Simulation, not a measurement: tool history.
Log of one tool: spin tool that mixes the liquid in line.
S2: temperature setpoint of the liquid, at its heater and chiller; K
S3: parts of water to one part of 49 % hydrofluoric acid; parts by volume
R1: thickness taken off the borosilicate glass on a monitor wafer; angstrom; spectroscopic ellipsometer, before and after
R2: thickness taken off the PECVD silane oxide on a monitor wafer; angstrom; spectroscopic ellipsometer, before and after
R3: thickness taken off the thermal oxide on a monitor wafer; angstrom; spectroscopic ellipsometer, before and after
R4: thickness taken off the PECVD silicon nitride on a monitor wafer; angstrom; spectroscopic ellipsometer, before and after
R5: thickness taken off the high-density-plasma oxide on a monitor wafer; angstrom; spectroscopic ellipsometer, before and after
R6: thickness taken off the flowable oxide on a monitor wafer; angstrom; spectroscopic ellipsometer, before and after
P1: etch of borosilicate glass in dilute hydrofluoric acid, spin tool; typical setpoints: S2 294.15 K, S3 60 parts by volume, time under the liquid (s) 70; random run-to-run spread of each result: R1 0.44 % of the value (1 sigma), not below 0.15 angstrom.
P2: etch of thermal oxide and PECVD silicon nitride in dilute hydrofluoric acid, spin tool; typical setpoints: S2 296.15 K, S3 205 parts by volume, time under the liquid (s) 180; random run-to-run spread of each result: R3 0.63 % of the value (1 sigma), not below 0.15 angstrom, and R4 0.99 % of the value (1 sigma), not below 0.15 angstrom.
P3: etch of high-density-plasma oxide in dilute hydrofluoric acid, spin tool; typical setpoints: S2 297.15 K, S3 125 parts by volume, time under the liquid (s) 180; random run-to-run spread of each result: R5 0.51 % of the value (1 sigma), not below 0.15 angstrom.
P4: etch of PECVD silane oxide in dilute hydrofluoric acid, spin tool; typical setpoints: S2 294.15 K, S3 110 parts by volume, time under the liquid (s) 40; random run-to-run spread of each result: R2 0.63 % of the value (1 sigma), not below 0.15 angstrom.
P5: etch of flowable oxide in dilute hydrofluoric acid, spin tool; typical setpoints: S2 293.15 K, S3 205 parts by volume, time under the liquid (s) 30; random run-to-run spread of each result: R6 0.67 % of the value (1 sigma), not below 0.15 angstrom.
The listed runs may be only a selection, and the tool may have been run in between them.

{"run": 1, "day": 0.254, "process that ran": "P1", "S2": 294.15, "S3": 60, "time under the liquid (s)": 70, "R1": 371.8}
{"run": 2, "day": 0.438, "process that ran": "P1", "S2": 294.15, "S3": 60, "time under the liquid (s)": 25, "R1": 133.2}
{"run": 3, "day": 0.717, "process that ran": "P4", "S2": 294.15, "S3": 110, "time under the liquid (s)": 40, "R2": 47.819}
{"run": 4, "day": 1.021, "process that ran": "P4", "S2": 294.15, "S3": 110, "time under the liquid (s)": 40, "R2": 47.885}
{"run": 5, "day": 1.292, "process that ran": "P1", "S2": 294.15, "S3": 60, "time under the liquid (s)": 70, "R1": 374.94}
{"run": 6, "day": 1.546, "process that ran": "P2", "S2": 296.15, "S3": 205, "time under the liquid (s)": 180, "R3": 35.468, "R4": 26.445}
{"run": 7, "day": 1.792, "process that ran": "P1", "S2": 294.15, "S3": 60, "time under the liquid (s)": 70, "R1": 375.35}
{"run": 8, "day": 2.088, "process that ran": "P3", "S2": 297.15, "S3": 30, "time under the liquid (s)": 180, "R5": 329.6}
{"run": 9, "day": 2.35, "process that ran": "P4", "S2": 294.15, "S3": 30, "time under the liquid (s)": 40, "R2": 194.62}
{"run": 10, "day": 2.667, "process that ran": "P2", "S2": 296.15, "S3": 205, "time under the liquid (s)": 180, "R3": 35.773, "R4": 26.362}
{"run": 11, "day": 3.012, "process that ran": "P1", "S2": 294.15, "S3": 60, "time under the liquid (s)": 105, "R1": 560.57}
{"run": 12, "day": 3.262, "process that ran": "P5", "S2": 293.15, "S3": 55, "time under the liquid (s)": 30, "R6": 167.73}
{"run": 13, "day": 3.554, "process that ran": "P1", "S2": 300.65, "S3": 60, "time under the liquid (s)": 70, "R1": 488.31}
{"run": 14, "day": 3.9, "process that ran": "P1", "S2": 294.15, "S3": 25, "time under the liquid (s)": 70, "R1": 939.44}
{"run": 15, "day": 4.083, "process that ran": "P4", "S2": 298.65, "S3": 110, "time under the liquid (s)": 40, "R2": 57.815}
{"run": 16, "day": 4.308, "process that ran": "P3", "S2": 297.15, "S3": 125, "time under the liquid (s)": 180, "R5": 69.889}
{"run": 17, "day": 4.633, "process that ran": "P1", "S2": 300.65, "S3": 25, "time under the liquid (s)": 70, "R1": 1227.3}
{"run": 18, "day": 4.988, "process that ran": "P2", "S2": 296.15, "S3": 305, "time under the liquid (s)": 180, "R3": 21.929, "R4": 17.744}
{"run": 19, "day": 5.35, "process that ran": "P2", "S2": 302.65, "S3": 205, "time under the liquid (s)": 180, "R3": 45.16, "R4": 38.74}
{"run": 20, "day": 5.571, "process that ran": "P1", "S2": 294.15, "S3": 85, "time under the liquid (s)": 70, "R1": 255.41}
{"run": 21, "day": 5.762, "process that ran": "P1", "S2": 290.15, "S3": 60, "time under the liquid (s)": 35, "R1": 158.04}
{"run": 22, "day": 6.008, "process that ran": "P1", "S2": 290.15, "S3": 80, "time under the liquid (s)": 70, "R1": 233.09}
{"run": 23, "day": 6.183, "process that ran": "P2", "S2": 296.15, "S3": 205, "time under the liquid (s)": 85, "R3": 17.038, "R4": 12.299}
{"day": 6.308, "done": "hydrofluoric acid flow meter replaced"}
{"run": 24, "day": 6.383, "process that ran": "P5", "S2": 298.65, "S3": 205, "time under the liquid (s)": 30, "R6": 47.693}
{"run": 25, "day": 6.629, "process that ran": "P5", "S2": 293.15, "S3": 205, "time under the liquid (s)": 30, "R6": 38.659}
{"run": 26, "day": 6.988, "process that ran": "P3", "S2": 304.65, "S3": 125, "time under the liquid (s)": 180, "R5": 91.917}
{"run": 27, "day": 7.267, "process that ran": "P5", "S2": 293.15, "S3": 205, "time under the liquid (s)": 65, "R6": 83.136}
{"run": 28, "day": 7.583, "process that ran": "P3", "S2": 297.15, "S3": 125, "time under the liquid (s)": 315, "R5": 122.55}
{"run": 29, "day": 7.838, "process that ran": "P4", "S2": 294.15, "S3": 110, "time under the liquid (s)": 80, "R2": 95.956}
{"run": 30, "day": 8.129, "process that ran": "P1", "S2": 294.15, "S3": 60, "time under the liquid (s)": 70, "R1": 376.91}
{"run": 31, "day": 8.35, "process that ran": "P1", "S2": 290.15, "S3": 60, "time under the liquid (s)": 70, "R1": 314.97}
{"run": 32, "day": 8.562, "process that ran": "P1", "S2": 294.15, "S3": 60, "time under the liquid (s)": 70, "R1": 375.2}
{"run": 33, "day": 8.738, "process that ran": "P1", "S2": 294.15, "S3": 60, "time under the liquid (s)": 70, "R1": 381.06}
{"run": 34, "day": 9.067, "process that ran": "P1", "S2": 294.15, "S3": 60, "time under the liquid (s)": 70, "R1": 391.94}
{"run": 35, "day": 9.367, "process that ran": "P1", "S2": 294.15, "S3": 60, "time under the liquid (s)": 70, "R1": 395.2}
{"run": 36, "day": 9.683, "process that ran": "P1", "S2": 294.15, "S3": 60, "time under the liquid (s)": 70, "R1": 399.36}
{"run": 37, "day": 9.954, "process that ran": "P1", "S2": 294.15, "S3": 60, "time under the liquid (s)": 70, "R1": 403.17}
{"run": 38, "day": 10.2, "process that ran": "P1", "S2": 294.15, "S3": 60, "time under the liquid (s)": 70, "R1": 403.22}
{"run": 39, "day": 10.442, "process that ran": "P1", "S2": 294.15, "S3": 60, "time under the liquid (s)": 70, "R1": 403.86}
{"run": 40, "day": 10.746, "process that ran": "P1", "S2": 294.15, "S3": 60, "time under the liquid (s)": 70, "R1": 399.88}

Something has made what P1 gives creep away from where it was; the 2 causes below, each at its own stated size, fit the log equally well:
A: liquid hotter than its thermometer reads (K) = 1.77
B: hydrofluoric acid flow above the setpoint (%) = 7.08
Creep in the process output first set in at about day 8.562.

Each of the check runs listed below is run on 5 wafers and reports their average, with the results left as question marks. Pick the one under which the possible causes would lead to clearly different results.
{"run": "check 1", "day": 11.05, "process that ran": "P3", "S2": 297.15, "S3": 55, "time under the liquid (s)": 180, "R5": "?"}
{"run": "check 2", "day": 11.05, "process that ran": "P4", "S2": 294.15, "S3": 70, "time under the liquid (s)": 60, "R2": "?"}
{"run": "check 3", "day": 11.05, "process that ran": "P2", "S2": 296.15, "S3": 280, "time under the liquid (s)": 180, "R3": "?", "R4": "?"}
{"run": "check 4", "day": 11.05, "process that ran": "P5", "S2": 293.15, "S3": 55, "time under the liquid (s)": 50, "R6": "?"}

How each check would come out, cause by cause:
check=check_1 result=R5 if_A=185.99 if_B=186.23
check=check_2 result=R2 if_A=127.82 if_B=127.94
check=check_3 result=R3 if_A=25.778 if_B=26.409
check=check_3 result=R4 if_A=21.554 if_B=20.677
check=check_4 result=R6 if_A=303.64 if_B=303.17
Distance between the nearest two causes, measured in the result of the check that separates them most: check 1 0.12 %; check 2 0.1 %; check 3 4.15 %; check 4 0.16 %
The other checks would show nearly matching results whichever cause is true, so check 3 is the only one that separates the causes.

With check 3 done, the readings were: R3 25.55 angstrom; R4 21.613 angstrom. Identify which of the listed causes applies.

The cause is A: liquid hotter than its thermometer reads (K).
